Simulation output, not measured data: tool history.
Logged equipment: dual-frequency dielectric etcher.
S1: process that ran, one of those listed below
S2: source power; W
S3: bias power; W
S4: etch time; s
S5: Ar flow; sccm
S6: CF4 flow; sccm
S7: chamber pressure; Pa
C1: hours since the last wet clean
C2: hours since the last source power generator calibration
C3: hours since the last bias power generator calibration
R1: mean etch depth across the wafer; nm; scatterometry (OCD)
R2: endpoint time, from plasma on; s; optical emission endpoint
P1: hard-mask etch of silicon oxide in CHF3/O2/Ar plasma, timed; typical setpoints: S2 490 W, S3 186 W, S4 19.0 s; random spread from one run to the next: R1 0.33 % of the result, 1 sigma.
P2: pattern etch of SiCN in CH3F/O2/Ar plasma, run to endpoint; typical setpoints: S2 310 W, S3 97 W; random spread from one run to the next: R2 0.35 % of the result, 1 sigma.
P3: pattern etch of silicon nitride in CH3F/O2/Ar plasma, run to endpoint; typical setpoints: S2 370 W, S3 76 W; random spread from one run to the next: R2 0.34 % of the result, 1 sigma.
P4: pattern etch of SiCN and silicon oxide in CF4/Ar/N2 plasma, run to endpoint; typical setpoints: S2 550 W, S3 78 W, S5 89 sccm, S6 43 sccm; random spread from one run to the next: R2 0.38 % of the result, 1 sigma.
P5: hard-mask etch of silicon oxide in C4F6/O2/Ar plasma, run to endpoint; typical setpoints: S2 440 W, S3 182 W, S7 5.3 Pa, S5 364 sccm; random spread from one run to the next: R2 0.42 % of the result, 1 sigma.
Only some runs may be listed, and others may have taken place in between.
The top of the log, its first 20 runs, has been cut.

Run 21, hour 196.8: S1 P4, S2 750 W, S3 78 W, S5 89 sccm, S6 43 sccm; C1 294.8; C2 1154.0; C3 1726.0. Result: R2 12.647 s.
Run 22, hour 208.2: S1 P2, S2 220 W, S3 97 W; C1 306.2; C2 1165.4; C3 1737.4. Result: R2 34.939 s.
Run 23, hour 221.5: S1 P1, S2 490 W, S3 186 W, S4 19.0 s; C1 319.5; C2 1178.7; C3 1750.7. Result: R1 35.230 nm.
Run 24, hour 234.3: S1 P2, S2 310 W, S3 118 W; C1 332.3; C2 1191.5; C3 1763.5. Result: R2 28.559 s.
Run 25, hour 246.6: S1 P1, S2 490 W, S3 118 W, S4 19.0 s; C1 344.6; C2 1203.8; C3 1775.8. Result: R1 30.361 nm.
Run 26, hour 260.1: S1 P1, S2 490 W, S3 186 W, S4 12.0 s; C1 358.1; C2 1217.3; C3 1789.3. Result: R1 22.177 nm.
Run 27, hour 266.2: S1 P5, S2 440 W, S3 182 W, S5 364 sccm, S7 5.3 Pa; C1 364.2; C2 1223.4; C3 1795.4. Result: R2 88.423 s.
Run 28, hour 273.2: S1 P1, S2 490 W, S3 186 W, S4 19.0 s; C1 371.2; C2 1230.4; C3 1802.4. Result: R1 35.095 nm.
Run 29, hour 284.1: S1 P5, S2 290 W, S3 182 W, S5 364 sccm, S7 5.3 Pa; C1 382.1; C2 1241.3; C3 1813.3. Result: R2 104.250 s.
Run 30, hour 295.1: S1 P3, S2 370 W, S3 76 W; C1 393.1; C2 1252.3; C3 1824.3. Result: R2 46.477 s.
Run 31, hour 303.7: S1 P3, S2 370 W, S3 48 W; C1 401.7; C2 1260.9; C3 1832.9. Result: R2 53.840 s.
Run 32, hour 313.0: S1 P1, S2 600 W, S3 186 W, S4 11.0 s; C1 411.0; C2 1270.2; C3 1842.2. Result: R1 22.176 nm.
Run 33, hour 321.3: S1 P1, S2 490 W, S3 186 W, S4 19.0 s; C1 419.3; C2 1278.5; C3 1850.5. Result: R1 35.177 nm.
Run 34, hour 328.0: S1 P3, S2 230 W, S3 76 W; C1 426.0; C2 1285.2; C3 1857.2. Result: R2 55.353 s.
Run 35, hour 338.7: S1 P1, S2 490 W, S3 232 W, S4 19.0 s; C1 436.7; C2 1295.9; C3 1867.9. Result: R1 38.078 nm.
Run 36, hour 348.8: S1 P1, S2 490 W, S3 186 W, S4 19.0 s; C1 446.8; C2 1306.0; C3 1878.0. Result: R1 35.320 nm.
Run 37, hour 358.2: S1 P1, S2 490 W, S3 186 W, S4 19.0 s; C1 456.2; C2 1315.4; C3 1887.4. Result: R1 35.012 nm.
Run 38, hour 364.3: S1 P1, S2 490 W, S3 186 W, S4 19.0 s; C1 462.3; C2 1321.5; C3 1893.5. Result: R1 35.030 nm.
Run 39, hour 372.5: S1 P1, S2 490 W, S3 186 W, S4 19.0 s; C1 470.5; C2 1329.7; C3 1901.7. Result: R1 35.029 nm.

Forecast run 40:
Run 40, hour 383.8: S1 P1, S2 490 W, S3 186 W, S4 19.0 s; C1 481.8; C2 1341.0; C3 1913.0. Result: R1 ?.

R1: 34.744 nm
